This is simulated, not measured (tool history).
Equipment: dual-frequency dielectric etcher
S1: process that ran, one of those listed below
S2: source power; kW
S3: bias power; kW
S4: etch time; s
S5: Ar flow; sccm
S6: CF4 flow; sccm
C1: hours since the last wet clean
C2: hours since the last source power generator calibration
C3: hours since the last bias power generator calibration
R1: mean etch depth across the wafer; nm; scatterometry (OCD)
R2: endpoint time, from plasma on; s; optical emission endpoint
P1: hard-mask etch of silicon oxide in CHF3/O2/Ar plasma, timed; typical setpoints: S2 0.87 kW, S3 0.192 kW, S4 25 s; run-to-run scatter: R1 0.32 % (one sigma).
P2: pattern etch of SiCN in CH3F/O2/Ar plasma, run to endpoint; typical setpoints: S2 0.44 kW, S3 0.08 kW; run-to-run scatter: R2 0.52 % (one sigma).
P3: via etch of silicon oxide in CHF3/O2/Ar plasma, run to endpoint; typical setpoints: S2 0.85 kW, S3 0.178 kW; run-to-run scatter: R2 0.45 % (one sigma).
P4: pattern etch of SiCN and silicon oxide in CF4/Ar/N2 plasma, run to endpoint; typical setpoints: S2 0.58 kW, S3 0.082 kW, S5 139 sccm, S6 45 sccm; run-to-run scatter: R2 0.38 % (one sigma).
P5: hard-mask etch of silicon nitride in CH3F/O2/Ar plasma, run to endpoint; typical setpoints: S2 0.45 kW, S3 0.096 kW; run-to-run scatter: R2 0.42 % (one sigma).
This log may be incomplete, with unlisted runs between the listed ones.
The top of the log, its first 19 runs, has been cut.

run	hour	S1	S2	S3	S4	S5	S6	C1	C2	C3	R1	R2
20	275.9	P4	0.58	0.082		139	61	688.9	817.4	2099.3		10.863
21	291.5	P1	0.87	0.192	25			704.5	833	2114.9	57.774	
22	306.7	P1	0.87	0.192	25			719.7	848.2	2130.1	58.062	
23	318.5	P2	0.6	0.08				731.5	860	2141.9		23.705
24	336.2	P1	0.87	0.192	33			749.2	877.7	2159.6	76.91	
25	352.8	P4	0.37	0.082		139	45	765.8	894.3	2176.2		16.686
26	365.1	P1	0.67	0.192	31			778.1	906.6	2188.5	65.497	
27	377	P4	0.58	0.051		139	45	790	918.5	2200.4		13.56
28	387.9	P1	0.87	0.192	25			800.9	929.4	2211.3	58.199	
29	400.8	P1	0.87	0.255	25			813.8	942.3	2224.2	64.216	
30	411.3	P4	0.58	0.082		139	45	824.3	952.8	2234.7		11.456

Predict the results of run 31:
31	424.6	P1	0.87	0.192	25			837.6	966.1	2248	?	

Run 31 gave R1 57.986 nm.
